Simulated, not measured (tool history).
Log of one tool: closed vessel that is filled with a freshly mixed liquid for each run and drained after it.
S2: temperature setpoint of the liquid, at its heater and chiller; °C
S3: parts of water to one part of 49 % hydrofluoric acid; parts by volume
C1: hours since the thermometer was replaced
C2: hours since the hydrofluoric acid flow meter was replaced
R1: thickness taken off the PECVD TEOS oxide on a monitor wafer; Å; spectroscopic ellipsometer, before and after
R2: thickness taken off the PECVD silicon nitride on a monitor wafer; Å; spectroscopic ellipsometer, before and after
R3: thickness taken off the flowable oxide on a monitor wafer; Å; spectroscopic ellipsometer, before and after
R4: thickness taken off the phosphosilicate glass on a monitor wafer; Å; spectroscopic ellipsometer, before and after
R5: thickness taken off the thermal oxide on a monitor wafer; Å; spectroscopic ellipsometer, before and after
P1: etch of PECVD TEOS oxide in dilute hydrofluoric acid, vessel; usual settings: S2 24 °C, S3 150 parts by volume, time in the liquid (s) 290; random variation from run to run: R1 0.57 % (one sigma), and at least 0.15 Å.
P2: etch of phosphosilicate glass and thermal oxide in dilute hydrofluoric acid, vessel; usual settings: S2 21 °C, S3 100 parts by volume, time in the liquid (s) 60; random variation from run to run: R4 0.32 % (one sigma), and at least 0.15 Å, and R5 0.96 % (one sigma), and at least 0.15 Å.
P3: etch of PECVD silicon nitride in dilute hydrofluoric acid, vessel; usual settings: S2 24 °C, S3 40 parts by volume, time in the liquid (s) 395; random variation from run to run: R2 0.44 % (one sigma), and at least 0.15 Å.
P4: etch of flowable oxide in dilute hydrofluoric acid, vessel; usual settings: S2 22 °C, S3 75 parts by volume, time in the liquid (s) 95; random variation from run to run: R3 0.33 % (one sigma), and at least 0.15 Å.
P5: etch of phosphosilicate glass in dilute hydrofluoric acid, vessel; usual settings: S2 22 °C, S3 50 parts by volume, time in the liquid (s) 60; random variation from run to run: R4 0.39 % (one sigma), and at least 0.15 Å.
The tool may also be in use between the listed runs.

run 1 hour=9.3 | process_that_ran=P1 S2=24 S3=150 time_in_the_liquid_(s)=290 | C1=415.9 C2=435.7 | R1=344.41
run 2 hour=23.5 | process_that_ran=P1 S2=24 S3=30 time_in_the_liquid_(s)=290 | C1=430.1 C2=449.9 | R1=2026.6
run 3 hour=35.7 | process_that_ran=P3 S2=24 S3=40 time_in_the_liquid_(s)=395 | C1=442.3 C2=462.1 | R2=557.44
run 4 hour=50.3 | process_that_ran=P4 S2=22 S3=75 time_in_the_liquid_(s)=95 | C1=456.9 C2=476.7 | R3=469.99
run 5 hour=67.3 | process_that_ran=P1 S2=24 S3=80 time_in_the_liquid_(s)=475 | C1=473.9 C2=493.7 | R1=1168.2
run 6 hour=82 | process_that_ran=P1 S2=24 S3=150 time_in_the_liquid_(s)=525 | C1=488.6 C2=508.4 | R1=623.88
run 7 hour=97.3 | process_that_ran=P5 S2=22 S3=50 time_in_the_liquid_(s)=110 | C1=503.9 C2=523.7 | R4=2855.7
run 8 hour=113.9 | process_that_ran=P1 S2=19.5 S3=100 time_in_the_liquid_(s)=290 | C1=520.5 C2=540.3 | R1=458.22
run 9 hour=122.7 | process_that_ran=P5 S2=22 S3=80 time_in_the_liquid_(s)=60 | C1=529.3 C2=549.1 | R4=938.39
run 10 hour=135.5 | process_that_ran=P1 S2=32 S3=150 time_in_the_liquid_(s)=290 | C1=542.1 C2=561.9 | R1=461.72
run 11 hour=143.4 | process_that_ran=P1 S2=24 S3=205 time_in_the_liquid_(s)=290 | C1=550 C2=569.8 | R1=236.76
run 12 hour=159.9 | process_that_ran=P1 S2=18 S3=150 time_in_the_liquid_(s)=290 | C1=566.5 C2=586.3 | R1=269.62
run 13 hour=175.3 | process_that_ran=P5 S2=17 S3=50 time_in_the_liquid_(s)=60 | C1=581.9 C2=601.7 | R4=1263.2
run 14 hour=190 | process_that_ran=P1 S2=24 S3=150 time_in_the_liquid_(s)=290 | C1=596.6 C2=616.4 | R1=346.37
run 15 hour=200 | process_that_ran=P3 S2=24 S3=20 time_in_the_liquid_(s)=395 | C1=606.6 C2=626.4 | R2=1087.7
run 16 hour=208.7 | process_that_ran=P3 S2=17 S3=40 time_in_the_liquid_(s)=395 | C1=615.3 C2=635.1 | R2=339.41
run 17 hour=221.2 | process_that_ran=P1 S2=24 S3=150 time_in_the_liquid_(s)=290 | C1=627.8 C2=647.6 | R1=346.4
run 18 hour=236.3 | process_that_ran=P1 S2=24 S3=150 time_in_the_liquid_(s)=30 | C1=642.9 C2=662.7 | R1=35.386
run 19 hour=250.7 | process_that_ran=P2 S2=21 S3=100 time_in_the_liquid_(s)=60 | C1=657.3 C2=677.1 | R4=962.56 R5=24.6
run 20 hour=265.4 | process_that_ran=P1 S2=24 S3=150 time_in_the_liquid_(s)=290 | C1=672 C2=691.8 | R1=345.92
run 21 hour=279.7 | process_that_ran=P2 S2=17 S3=100 time_in_the_liquid_(s)=60 | C1=686.3 C2=706.1 | R4=818.44 R5=20.763
run 22 hour=288.7 | process_that_ran=P4 S2=22 S3=75 time_in_the_liquid_(s)=170 | C1=695.3 C2=715.1 | R3=836.03
run 23 hour=303.4 | process_that_ran=P1 S2=24 S3=150 time_in_the_liquid_(s)=290 | C1=710 C2=729.8 | R1=341.78
run 24 hour=319.1 | process_that_ran=P4 S2=17 S3=75 time_in_the_liquid_(s)=95 | C1=725.7 C2=745.5 | R3=382.17
run 25 hour=332.4 | process_that_ran=P4 S2=22 S3=75 time_in_the_liquid_(s)=95 | C1=739 C2=758.8 | R3=468.66
run 26 hour=349.2 | process_that_ran=P4 S2=22 S3=140 time_in_the_liquid_(s)=95 | C1=755.8 C2=775.6 | R3=234.09
run 27 hour=357.8 | process_that_ran=P5 S2=22 S3=50 time_in_the_liquid_(s)=60 | C1=764.4 C2=784.2 | R4=1565.5
run 28 hour=368 | process_that_ran=P2 S2=21 S3=100 time_in_the_liquid_(s)=110 | C1=774.6 C2=794.4 | R4=1769.9 R5=45.014
run 29 hour=376.9 | process_that_ran=P3 S2=24 S3=40 time_in_the_liquid_(s)=600 | C1=783.5 C2=803.3 | R2=848.68
run 30 hour=385.8 | process_that_ran=P2 S2=21 S3=155 time_in_the_liquid_(s)=60 | C1=792.4 C2=812.2 | R4=584.73 R5=14.669
run 31 hour=393.7 | process_that_ran=P1 S2=24 S3=150 time_in_the_liquid_(s)=290 | C1=800.3 C2=820.1 | R1=342.7
run 32 hour=401.5 | process_that_ran=P1 S2=24 S3=150 time_in_the_liquid_(s)=290 | C1=808.1 C2=827.9 | R1=351.92
run 33 hour=411.9 | process_that_ran=P1 S2=24 S3=150 time_in_the_liquid_(s)=290 | C1=818.5 C2=838.3 | R1=357.16
run 34 hour=427.4 | process_that_ran=P1 S2=24 S3=150 time_in_the_liquid_(s)=290 | C1=834 C2=853.8 | R1=366.9
run 35 hour=442.7 | process_that_ran=P1 S2=24 S3=150 time_in_the_liquid_(s)=290 | C1=849.3 C2=869.1 | R1=363.92
run 36 hour=450.5 | process_that_ran=P1 S2=24 S3=150 time_in_the_liquid_(s)=290 | C1=857.1 C2=876.9 | R1=364.42
run 37 hour=460.2 | process_that_ran=P1 S2=24 S3=150 time_in_the_liquid_(s)=290 | C1=866.8 C2=886.6 | R1=364.54
run 38 hour=470.8 | process_that_ran=P1 S2=24 S3=150 time_in_the_liquid_(s)=290 | C1=877.4 C2=897.2 | R1=365.6
run 39 hour=480.8 | process_that_ran=P1 S2=24 S3=150 time_in_the_liquid_(s)=290 | C1=887.4 C2=907.2 | R1=372.05
run 40 hour=490.3 | process_that_ran=P1 S2=24 S3=150 time_in_the_liquid_(s)=290 | C1=896.9 C2=916.7 | R1=372.34

What P1 gives has crept away from where it was. These 2 causes fit the log equally well, each at the size given:
A: liquid hotter than its thermometer reads (K) = 1.63
B: hydrofluoric acid flow above the setpoint (%) = 5.41
The creep began at about hour 393.7.

4 check runs are offered, one wafer each, their results left as question marks. Which one tells the causes apart?
run check 1 hour=499.8 | process_that_ran=P2 S2=21 S3=145 time_in_the_liquid_(s)=60 | R4=? R5=?
run check 2 hour=499.8 | process_that_ran=P3 S2=17 S3=40 time_in_the_liquid_(s)=395 | R2=?
run check 3 hour=499.8 | process_that_ran=P4 S2=22 S3=130 time_in_the_liquid_(s)=165 | R3=?
run check 4 hour=499.8 | process_that_ran=P5 S2=22 S3=75 time_in_the_liquid_(s)=110 | R4=?

What each check would give under each cause:
check=check_1 result=R4 if_A=676.44 if_B=674.27
check=check_1 result=R5 if_A=17.196 if_B=17.141
check=check_2 result=R2 if_A=384.23 if_B=360.12
check=check_3 result=R3 if_A=469.83 if_B=468.07
check=check_4 result=R4 if_A=1975.9 if_B=1958
How far apart the two closest causes lie, in the result that separates them most: check 1 0.32 %; check 2 6.48 %; check 3 0.37 %; check 4 0.91 %
Only check 2 tells the causes apart: in the others they would give nearly the same result.

Check 2 was then run and gave: R2 385.87 Å. Which cause is it?

It is A: liquid hotter than its thermometer reads (K).

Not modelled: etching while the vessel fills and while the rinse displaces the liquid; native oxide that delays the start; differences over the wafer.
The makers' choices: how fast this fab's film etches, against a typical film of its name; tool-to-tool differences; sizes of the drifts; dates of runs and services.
